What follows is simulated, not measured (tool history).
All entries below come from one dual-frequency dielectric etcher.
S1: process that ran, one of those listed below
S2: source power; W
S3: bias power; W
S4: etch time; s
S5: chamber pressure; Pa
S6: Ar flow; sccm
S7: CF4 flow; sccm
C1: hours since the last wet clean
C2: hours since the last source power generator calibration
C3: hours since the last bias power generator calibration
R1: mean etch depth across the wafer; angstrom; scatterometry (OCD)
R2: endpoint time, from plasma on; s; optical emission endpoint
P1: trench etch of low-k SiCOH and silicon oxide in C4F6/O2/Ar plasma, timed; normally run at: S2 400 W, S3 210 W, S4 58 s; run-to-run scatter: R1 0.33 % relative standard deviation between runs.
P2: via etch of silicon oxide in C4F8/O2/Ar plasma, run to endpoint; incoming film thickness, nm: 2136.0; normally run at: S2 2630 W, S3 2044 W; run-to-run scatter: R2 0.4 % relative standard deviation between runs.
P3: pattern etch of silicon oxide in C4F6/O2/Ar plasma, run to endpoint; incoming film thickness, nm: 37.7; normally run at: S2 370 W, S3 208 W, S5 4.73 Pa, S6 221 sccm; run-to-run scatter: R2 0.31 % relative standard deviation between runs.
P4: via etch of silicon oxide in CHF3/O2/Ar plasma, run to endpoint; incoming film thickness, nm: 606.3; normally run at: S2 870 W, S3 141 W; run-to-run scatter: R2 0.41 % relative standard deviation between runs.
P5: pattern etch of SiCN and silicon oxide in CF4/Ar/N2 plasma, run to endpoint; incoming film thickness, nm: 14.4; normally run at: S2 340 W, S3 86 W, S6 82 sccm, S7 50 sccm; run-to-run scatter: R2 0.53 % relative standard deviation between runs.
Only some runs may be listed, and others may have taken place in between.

run	hour	S1	S2	S3	S4	S5	S6	S7	C1	C2	C3	R1	R2
1	11	P1	400	210	58				162	1781.3	1457.1	1944.6	
2	24.6	P3	370	208		3.73	221		175.6	1794.9	1470.7		10.967
3	37.4	P1	400	210	58				188.4	1807.7	1483.5	1951.8	
4	48.7	P4	870	141					199.7	1819	1494.8		293.05
5	64.5	P3	370	270		4.73	221		215.5	1834.8	1510.6		10.316
6	73.5	P3	370	208		4.73	146		224.5	1843.8	1519.6		10.787
7	89.6	P1	400	210	41.5				240.6	1859.9	1535.7	1384.6	
8	107.3	P2	2630	1356					258.3	1877.6	1553.4		422.84
9	115.4	P4	630	141					266.4	1885.7	1561.5		331.84
10	131.9	P4	870	102					282.9	1902.2	1578		323.42
11	141.3	P2	2630	2044					292.3	1911.6	1587.4		379.78
12	151.1	P5	340	86			82	50	302.1	1921.4	1597.2		20.707
13	165.5	P1	240	210	58				316.5	1935.8	1611.6	1600.7	
14	174.6	P5	340	86			82	65	325.6	1944.9	1620.7		20.001
15	187.2	P1	520	210	58				338.2	1957.5	1633.3	2146.6	
16	199.5	P1	400	268	41.5				350.5	1969.8	1645.6	1501.7	
17	215.1	P1	400	172	58				366.1	1985.4	1661.2	1826.6	
18	232.8	P3	500	208		4.73	221		383.8	2003.1	1678.9		10.053
19	244.7	P2	3440	2044					395.7	2015	1690.8		340.37
20	260.4	P1	400	210	58				411.4	2030.7	1706.5	1948.1	
21	271.1	P5	340	50			82	50	422.1	2041.4	1717.2		24.989
22	287.4	P1	400	249	58				438.4	2057.7	1733.5	2052.6	
23	298.6	P3	370	208		4.73	221		449.6	2068.9	1744.7		11.301
24	314.8	P1	400	210	58				465.8	2085.1	1760.9	1955.3	
25	331.1	P2	2630	2044					482.1	2101.4	1777.2		381.64
26	347.6	P1	400	210	86				498.6	2117.9	1793.7	2891.2	
27	358.8	P5	340	86			82	50	509.8	2129.1	1804.9		20.733
28	374.6	P5	430	86			82	50	525.6	2144.9	1820.7		16.709
29	382.6	P5	340	86			101	50	533.6	2152.9	1828.7		21.286
30	400.7	P1	400	210	58				551.7	2171	1846.8	1943.8	
31	415.2	P1	400	210	58				566.2	2185.5	1861.3	1934.7	
32	427.7	P1	400	210	58				578.7	2198	1873.8	1941.9	
33	436.5	P1	400	210	58				587.5	2206.8	1882.6	1922.9	
34	446.8	P1	400	210	58				597.8	2217.1	1892.9	1926.8	
35	462.7	P1	400	210	58				613.7	2233	1908.8	1926.9	
36	479.9	P1	400	210	58				630.9	2250.2	1926	1918.1	
37	492.9	P1	400	210	58				643.9	2263.2	1939	1919.2	
# hour 498.8: wet clean of the chamber
38	502.5	P1	400	210	58				3.7	2272.8	1948.6	1918.5	
39	520.7	P1	400	210	58				21.9	2291	1966.8	1913.5	
40	535.8	P1	400	210	58				37	2306.1	1981.9	1913.4	
41	546.6	P1	400	210	58				47.8	2316.9	1992.7	1912.4	

P1 has crept away from where it was. The log is fitted equally well by each of these 2 causes, at the sizes shown:
A: bias power that arrives under what is set, % = 4.89
B: source power that arrives under what is set, % = 4.13
Creep in the process output first set in at about hour 400.7.
Every other cause this tool's parts could produce, and why it does not fit the log:
chamber walls in a state that lowers the etch rate, %: serviced at hour 498.8, after the drift had started, without restoring the earlier output

You are offered 4 check runs, listed below with question marks in place of their results; each one averages 5 wafers. Which run separates the listed causes by giving clearly different results for each?
check 1	557.4	P2	3070	2044									?
check 2	557.4	P5	340	55			82	50					?
check 3	557.4	P4	700	113									?
check 4	557.4	P3	470	208		4.73	149						?

Check results expected under each cause:
check	result	if A	if B
check 1	R2	361.34	362.47
check 2	R2	24.568	25.083
check 3	R2	347.62	348.24
check 4	R2	10.014	10.017
Smallest distance between any two causes, each pair judged by its most separating result, in per cent: check 1 0.31 %; check 2 2.07 %; check 3 0.18 %; check 4 0.03 %
Only check 2 tells the causes apart: in the others they would give nearly the same result.

Check 2 was carried out, with these results: R2 24.54 s. Which of the listed causes is responsible?

The cause is A: bias power that arrives under what is set, %.
